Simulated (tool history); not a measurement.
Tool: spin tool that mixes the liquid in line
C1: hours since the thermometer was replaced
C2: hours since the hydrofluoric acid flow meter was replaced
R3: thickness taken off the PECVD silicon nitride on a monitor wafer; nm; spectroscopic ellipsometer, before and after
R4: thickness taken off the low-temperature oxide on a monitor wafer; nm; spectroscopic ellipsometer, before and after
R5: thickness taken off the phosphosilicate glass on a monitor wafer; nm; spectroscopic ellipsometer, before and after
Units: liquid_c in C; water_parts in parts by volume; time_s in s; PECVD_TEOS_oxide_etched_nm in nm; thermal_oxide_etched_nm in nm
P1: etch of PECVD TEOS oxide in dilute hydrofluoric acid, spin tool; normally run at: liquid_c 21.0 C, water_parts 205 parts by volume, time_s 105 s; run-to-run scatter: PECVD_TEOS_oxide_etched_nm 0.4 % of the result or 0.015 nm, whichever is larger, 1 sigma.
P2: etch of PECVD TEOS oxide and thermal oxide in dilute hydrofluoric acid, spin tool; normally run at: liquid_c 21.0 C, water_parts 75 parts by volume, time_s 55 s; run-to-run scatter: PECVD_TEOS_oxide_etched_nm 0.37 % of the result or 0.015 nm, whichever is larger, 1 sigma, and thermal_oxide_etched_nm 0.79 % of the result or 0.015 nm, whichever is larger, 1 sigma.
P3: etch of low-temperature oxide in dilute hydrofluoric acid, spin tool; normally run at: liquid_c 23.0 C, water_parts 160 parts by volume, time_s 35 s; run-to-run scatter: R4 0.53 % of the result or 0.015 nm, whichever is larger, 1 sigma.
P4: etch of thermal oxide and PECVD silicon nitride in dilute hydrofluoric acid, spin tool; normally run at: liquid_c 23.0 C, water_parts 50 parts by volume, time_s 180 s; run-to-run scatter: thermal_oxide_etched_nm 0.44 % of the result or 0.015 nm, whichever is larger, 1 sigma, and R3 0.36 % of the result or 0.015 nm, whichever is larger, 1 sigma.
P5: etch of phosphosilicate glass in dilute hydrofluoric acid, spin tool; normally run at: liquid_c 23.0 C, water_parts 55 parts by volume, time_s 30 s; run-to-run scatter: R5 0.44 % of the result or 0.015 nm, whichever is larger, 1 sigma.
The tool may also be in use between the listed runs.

Run 1, day 0.429: process P1, liquid_c 21.0 C, water_parts 205 parts by volume, time_s 105 s; C1 644.1; C2 713.4. Result: PECVD_TEOS_oxide_etched_nm 8.6444 nm.
Run 2, day 0.854: process P1, liquid_c 17.0 C, water_parts 205 parts by volume, time_s 105 s; C1 654.3; C2 723.6. Result: PECVD_TEOS_oxide_etched_nm 7.4739 nm.
Run 3, day 1.408: process P1, liquid_c 21.0 C, water_parts 205 parts by volume, time_s 210 s; C1 667.6; C2 736.9. Result: PECVD_TEOS_oxide_etched_nm 17.2690 nm.
Run 4, day 1.729: process P1, liquid_c 21.0 C, water_parts 205 parts by volume, time_s 105 s; C1 675.3; C2 744.6. Result: PECVD_TEOS_oxide_etched_nm 8.6777 nm.
Run 5, day 2.233: process P1, liquid_c 21.0 C, water_parts 205 parts by volume, time_s 105 s; C1 687.4; C2 756.7. Result: PECVD_TEOS_oxide_etched_nm 8.7172 nm.
Run 6, day 2.554: process P4, liquid_c 23.0 C, water_parts 50 parts by volume, time_s 180 s; C1 695.1; C2 764.4. Result: thermal_oxide_etched_nm 17.6450 nm, R3 16.5250 nm.
Run 7, day 2.988: process P3, liquid_c 30.0 C, water_parts 160 parts by volume, time_s 35 s; C1 705.5; C2 774.8. Result: R4 5.1600 nm.
Run 8, day 3.288: process P5, liquid_c 23.0 C, water_parts 95 parts by volume, time_s 30 s; C1 712.7; C2 782.0. Result: R5 51.454 nm.
Run 9, day 3.583: process P2, liquid_c 28.5 C, water_parts 75 parts by volume, time_s 55 s; C1 719.8; C2 789.1. Result: PECVD_TEOS_oxide_etched_nm 11.3580 nm, thermal_oxide_etched_nm 4.4334 nm.
Run 10, day 3.983: process P1, liquid_c 25.0 C, water_parts 125 parts by volume, time_s 105 s; C1 729.4; C2 798.7. Result: PECVD_TEOS_oxide_etched_nm 18.0760 nm.
Run 11, day 4.262: process P5, liquid_c 23.0 C, water_parts 55 parts by volume, time_s 30 s; C1 736.1; C2 805.4. Result: R5 93.599 nm.
Run 12, day 4.525: process P2, liquid_c 21.0 C, water_parts 75 parts by volume, time_s 55 s; C1 742.4; C2 811.7. Result: PECVD_TEOS_oxide_etched_nm 8.3425 nm, thermal_oxide_etched_nm 3.3140 nm.
Run 13, day 5.008: process P2, liquid_c 21.0 C, water_parts 75 parts by volume, time_s 55 s; C1 754.0; C2 823.3. Result: PECVD_TEOS_oxide_etched_nm 8.3446 nm, thermal_oxide_etched_nm 3.2635 nm.
Run 14, day 5.279: process P5, liquid_c 23.0 C, water_parts 55 parts by volume, time_s 15 s; C1 760.5; C2 829.8. Result: R5 46.595 nm.
Run 15, day 5.812: process P4, liquid_c 23.0 C, water_parts 50 parts by volume, time_s 75 s; C1 773.3; C2 842.6. Result: thermal_oxide_etched_nm 7.3277 nm, R3 6.8719 nm.
Run 16, day 6.100: process P3, liquid_c 23.0 C, water_parts 75 parts by volume, time_s 35 s; C1 780.2; C2 849.5. Result: R4 9.3103 nm.
Run 17, day 6.583: process P5, liquid_c 30.0 C, water_parts 55 parts by volume, time_s 30 s; C1 791.8; C2 861.1. Result: R5 124.250 nm.
Run 18, day 7.029: process P3, liquid_c 23.0 C, water_parts 160 parts by volume, time_s 15 s; C1 802.5; C2 871.8. Result: R4 1.6989 nm.
Run 19, day 7.529: process P1, liquid_c 21.0 C, water_parts 110 parts by volume, time_s 105 s; C1 814.5; C2 883.8. Result: PECVD_TEOS_oxide_etched_nm 17.8220 nm.
Run 20, day 8.017: process P1, liquid_c 21.0 C, water_parts 205 parts by volume, time_s 105 s; C1 826.2; C2 895.5. Result: PECVD_TEOS_oxide_etched_nm 8.6929 nm.
Run 21, day 8.562: process P1, liquid_c 21.0 C, water_parts 310 parts by volume, time_s 60 s; C1 839.3; C2 908.6. Result: PECVD_TEOS_oxide_etched_nm 2.9789 nm.
Run 22, day 8.962: process P1, liquid_c 21.0 C, water_parts 335 parts by volume, time_s 105 s; C1 848.9; C2 918.2. Result: PECVD_TEOS_oxide_etched_nm 4.6692 nm.
Run 23, day 9.312: process P1, liquid_c 26.0 C, water_parts 205 parts by volume, time_s 105 s; C1 857.3; C2 926.6. Result: PECVD_TEOS_oxide_etched_nm 10.4690 nm.
Run 24, day 9.633: process P3, liquid_c 23.0 C, water_parts 160 parts by volume, time_s 35 s; C1 865.0; C2 934.3. Result: R4 3.9412 nm.
Run 25, day 10.200: process P4, liquid_c 29.0 C, water_parts 50 parts by volume, time_s 180 s; C1 878.6; C2 947.9. Result: thermal_oxide_etched_nm 22.1890 nm, R3 24.6080 nm.
Run 26, day 10.683: process P1, liquid_c 21.0 C, water_parts 205 parts by volume, time_s 30 s; C1 890.2; C2 959.5. Result: PECVD_TEOS_oxide_etched_nm 2.5109 nm.
Run 27, day 11.142: process P2, liquid_c 21.0 C, water_parts 75 parts by volume, time_s 110 s; C1 901.2; C2 970.5. Result: PECVD_TEOS_oxide_etched_nm 16.6500 nm, thermal_oxide_etched_nm 6.4694 nm.
Run 28, day 11.533: process P4, liquid_c 23.0 C, water_parts 20 parts by volume, time_s 180 s; C1 910.6; C2 979.9. Result: thermal_oxide_etched_nm 45.7190 nm, R3 39.7740 nm.
Run 29, day 11.954: process P2, liquid_c 21.0 C, water_parts 20 parts by volume, time_s 55 s; C1 920.7; C2 990.0. Result: PECVD_TEOS_oxide_etched_nm 33.5340 nm, thermal_oxide_etched_nm 13.1700 nm.
Run 30, day 12.538: process P1, liquid_c 26.5 C, water_parts 90 parts by volume, time_s 105 s; C1 934.7; C2 1004.0. Result: PECVD_TEOS_oxide_etched_nm 27.9780 nm.
Run 31, day 12.829: process P1, liquid_c 21.0 C, water_parts 205 parts by volume, time_s 105 s; C1 941.7; C2 1011.0. Result: PECVD_TEOS_oxide_etched_nm 8.7210 nm.
Run 32, day 13.321: process P1, liquid_c 21.0 C, water_parts 205 parts by volume, time_s 105 s; C1 953.5; C2 1022.8. Result: PECVD_TEOS_oxide_etched_nm 8.4265 nm.
Run 33, day 13.725: process P1, liquid_c 21.0 C, water_parts 205 parts by volume, time_s 105 s; C1 963.2; C2 1032.5. Result: PECVD_TEOS_oxide_etched_nm 8.2844 nm.
Run 34, day 14.025: process P1, liquid_c 21.0 C, water_parts 205 parts by volume, time_s 105 s; C1 970.4; C2 1039.7. Result: PECVD_TEOS_oxide_etched_nm 8.1995 nm.
Run 35, day 14.296: process P1, liquid_c 21.0 C, water_parts 205 parts by volume, time_s 105 s; C1 976.9; C2 1046.2. Result: PECVD_TEOS_oxide_etched_nm 8.1364 nm.
Run 36, day 14.796: process P1, liquid_c 21.0 C, water_parts 205 parts by volume, time_s 105 s; C1 988.9; C2 1058.2. Result: PECVD_TEOS_oxide_etched_nm 8.0789 nm.
Run 37, day 15.325: process P1, liquid_c 21.0 C, water_parts 205 parts by volume, time_s 105 s; C1 1001.6; C2 1070.9. Result: PECVD_TEOS_oxide_etched_nm 8.0376 nm.
Run 38, day 15.850: process P1, liquid_c 21.0 C, water_parts 205 parts by volume, time_s 105 s; C1 1014.2; C2 1083.5. Result: PECVD_TEOS_oxide_etched_nm 8.0342 nm.
Run 39, day 16.304: process P1, liquid_c 21.0 C, water_parts 205 parts by volume, time_s 105 s; C1 1025.1; C2 1094.4. Result: PECVD_TEOS_oxide_etched_nm 8.0076 nm.
Run 40, day 16.671: process P1, liquid_c 21.0 C, water_parts 205 parts by volume, time_s 105 s; C1 1033.9; C2 1103.2. Result: PECVD_TEOS_oxide_etched_nm 8.0296 nm.
Run 41, day 17.096: process P1, liquid_c 21.0 C, water_parts 205 parts by volume, time_s 105 s; C1 1044.1; C2 1113.4. Result: PECVD_TEOS_oxide_etched_nm 7.9710 nm.

What P1 gives has crept away from where it was. These 2 causes fit the log equally well, each at the size given:
A: liquid colder than its thermometer reads (K) = 2.15
B: hydrofluoric acid flow below the setpoint (%) = 6.6
The creep began at about day 12.829.

4 check runs are offered, one wafer each, their results left as question marks. Which one tells the causes apart?
Run check 1, day 17.521: process P2, liquid_c 27.0 C, water_parts 75 parts by volume, time_s 55 s. Result: PECVD_TEOS_oxide_etched_nm ?, thermal_oxide_etched_nm ?.
Run check 2, day 17.521: process P4, liquid_c 28.5 C, water_parts 50 parts by volume, time_s 90 s. Result: thermal_oxide_etched_nm ?, R3 ?.
Run check 3, day 17.521: process P5, liquid_c 30.0 C, water_parts 55 parts by volume, time_s 30 s. Result: R5 ?.
Run check 4, day 17.521: process P3, liquid_c 26.0 C, water_parts 105 parts by volume, time_s 35 s. Result: R4 ?.

What each check would give under each cause:
  check                      result     if A     if B
check 1  PECVD_TEOS_oxide_etched_nm   9.7514   9.8479
check 1     thermal_oxide_etched_nm   3.8253   3.8631
check 2     thermal_oxide_etched_nm  10.1140  10.2430
check 2                          R3  10.3380  11.1320
check 3                          R5  114.160  115.360
check 4                          R4   6.6378   6.6807
How far apart the two closest causes lie, in the result that separates them most: check 1 0.98 %; check 2 7.4 %; check 3 1.04 %; check 4 0.64 %
Only check 2 tells the causes apart: in the others they would give nearly the same result.

Check 2 was then run and gave: thermal_oxide_etched_nm 10.1910 nm; R3 11.1590 nm. Which cause is it?

It is B: hydrofluoric acid flow below the setpoint (%).
